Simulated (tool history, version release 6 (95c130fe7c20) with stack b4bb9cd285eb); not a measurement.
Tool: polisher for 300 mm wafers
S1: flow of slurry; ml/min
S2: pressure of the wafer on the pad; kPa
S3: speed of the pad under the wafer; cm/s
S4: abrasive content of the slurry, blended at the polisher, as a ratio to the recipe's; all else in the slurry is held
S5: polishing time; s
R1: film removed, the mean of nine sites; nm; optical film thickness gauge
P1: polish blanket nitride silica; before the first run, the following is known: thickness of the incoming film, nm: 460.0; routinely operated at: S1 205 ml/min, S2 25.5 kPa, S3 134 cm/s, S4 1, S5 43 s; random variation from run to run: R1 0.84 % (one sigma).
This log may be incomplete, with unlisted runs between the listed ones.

Run 1, hour 12.9: S1 205 ml/min, S2 25.5 kPa, S3 134 cm/s, S4 1, S5 43 s. Result: R1 31.367 nm.
Run 2, hour 26.7: S1 205 ml/min, S2 34.5 kPa, S3 186 cm/s, S4 1, S5 43 s. Result: R1 54.602 nm.
Run 3, hour 35.9: S1 125 ml/min, S2 25.5 kPa, S3 134 cm/s, S4 1, S5 43 s. Result: R1 28.674 nm.
Run 4, hour 53.1: S1 205 ml/min, S2 38.6 kPa, S3 134 cm/s, S4 1, S5 43 s. Result: R1 47.161 nm.
Run 5, hour 63.9: S1 205 ml/min, S2 25.5 kPa, S3 134 cm/s, S4 1.3, S5 43 s. Result: R1 35.315 nm.
Run 6, hour 75.2: S1 320 ml/min, S2 25.5 kPa, S3 134 cm/s, S4 1, S5 43 s. Result: R1 32.787 nm.
Run 7, hour 87.2: S1 205 ml/min, S2 25.5 kPa, S3 134 cm/s, S4 1, S5 20 s. Result: R1 14.275 nm.
Run 8, hour 98.4: S1 205 ml/min, S2 25.5 kPa, S3 134 cm/s, S4 1, S5 43 s. Result: R1 30.94 nm.
Run 9, hour 115.8: S1 205 ml/min, S2 25.5 kPa, S3 134 cm/s, S4 1, S5 43 s. Result: R1 30.846 nm.
Run 10, hour 125.1: S1 205 ml/min, S2 25.5 kPa, S3 134 cm/s, S4 1, S5 43 s. Result: R1 31.279 nm.
Run 11, hour 133.3: S1 125 ml/min, S2 25.5 kPa, S3 134 cm/s, S4 1.3, S5 43 s. Result: R1 32.152 nm.
Run 12, hour 149.5: S1 205 ml/min, S2 25.5 kPa, S3 202 cm/s, S4 1, S5 58 s. Result: R1 58.199 nm.
Run 13, hour 158.4: S1 205 ml/min, S2 11.7 kPa, S3 134 cm/s, S4 1, S5 43 s. Result: R1 14.171 nm.
Run 14, hour 176.1: S1 205 ml/min, S2 25.5 kPa, S3 134 cm/s, S4 1, S5 54 s. Result: R1 39.167 nm.
Run 15, hour 192.1: S1 205 ml/min, S2 25.5 kPa, S3 210 cm/s, S4 1, S5 43 s. Result: R1 44.476 nm.
At hour 193.4: worn pad replaced by a new one.
Run 16, hour 207.3: S1 205 ml/min, S2 25.5 kPa, S3 134 cm/s, S4 1, S5 43 s. Result: R1 31.154 nm.
Run 17, hour 225.3: S1 205 ml/min, S2 25.5 kPa, S3 134 cm/s, S4 0.5, S5 43 s. Result: R1 21.316 nm.
Run 18, hour 234.7: S1 205 ml/min, S2 25.5 kPa, S3 64 cm/s, S4 1, S5 43 s. Result: R1 17.116 nm.
Run 19, hour 253.2: S1 205 ml/min, S2 25.5 kPa, S3 134 cm/s, S4 1, S5 43 s. Result: R1 31.204 nm.
Run 20, hour 268.6: S1 205 ml/min, S2 25.5 kPa, S3 134 cm/s, S4 1, S5 43 s. Result: R1 30.125 nm.
Run 21, hour 285.4: S1 205 ml/min, S2 25.5 kPa, S3 134 cm/s, S4 1, S5 43 s. Result: R1 29.273 nm.
At hour 289.6: conditioning disc replaced and pad reconditioned.
At hour 296.1: worn pad replaced by a new one.
Run 22, hour 296.2: S1 205 ml/min, S2 25.5 kPa, S3 134 cm/s, S4 1, S5 43 s. Result: R1 28.934 nm.
Run 23, hour 308.9: S1 205 ml/min, S2 25.5 kPa, S3 134 cm/s, S4 1, S5 43 s. Result: R1 28.61 nm.
At hour 321.1: slurry nozzle cleaned.
Run 24, hour 323.7: S1 205 ml/min, S2 25.5 kPa, S3 134 cm/s, S4 1, S5 43 s. Result: R1 28.518 nm.
Run 25, hour 335.4: S1 205 ml/min, S2 25.5 kPa, S3 134 cm/s, S4 1, S5 43 s. Result: R1 28.34 nm.
Run 26, hour 345.6: S1 205 ml/min, S2 25.5 kPa, S3 134 cm/s, S4 1, S5 43 s. Result: R1 28.174 nm.

P1 has crept away from where it was. The log is fitted equally well by each of these 2 causes, at the sizes shown:
A: head's pressure below its setpoint, % = 8.48
B: abrasive missing from the slurry, % = 16.9
The creep began at about hour 253.2.
All other causes, with the reason each is excluded:
removal rate lost through wear of the pad, %: serviced after onset, at hour 296.1, with no recovery of the prior output
slurry flow missing at the pad, %: serviced after onset, at hour 321.1, with no recovery of the prior output
time polished since the conditioner stopped cutting, s: serviced after onset, at hour 289.6, with no recovery of the prior output

Below are 4 check runs, each averaged over 5 wafers, with their results shown as question marks. Which of them would give clearly different results depending on which cause is behind the drift?
Run check 1, hour 355.8: S1 125 ml/min, S2 11.7 kPa, S3 134 cm/s, S4 1, S5 43 s. Result: R1 ?.
Run check 2, hour 355.8: S1 300 ml/min, S2 25.5 kPa, S3 64 cm/s, S4 1, S5 43 s. Result: R1 ?.
Run check 3, hour 355.8: S1 295 ml/min, S2 25.5 kPa, S3 188 cm/s, S4 1, S5 43 s. Result: R1 ?.
Run check 4, hour 355.8: S1 150 ml/min, S2 25.5 kPa, S3 134 cm/s, S4 0.55, S5 43 s. Result: R1 ?.

Expected result of each check under each candidate cause:
  check  result    if A    if B
check 1      R1   12.01  12.013
check 2      R1   16.36  16.363
check 3      R1  38.681  38.688
check 4      R1  19.719  19.195
Distance between the nearest two causes, measured in the result of the check that separates them most: check 1 0.02 %; check 2 0.02 %; check 3 0.02 %; check 4 2.7 %
The other checks would show nearly matching results whichever cause is true, so check 4 is the only one that separates the causes.

Then check 4 was run and gave: R1 19.167 nm. Which cause is it?

It was cause B: abrasive missing from the slurry, %.

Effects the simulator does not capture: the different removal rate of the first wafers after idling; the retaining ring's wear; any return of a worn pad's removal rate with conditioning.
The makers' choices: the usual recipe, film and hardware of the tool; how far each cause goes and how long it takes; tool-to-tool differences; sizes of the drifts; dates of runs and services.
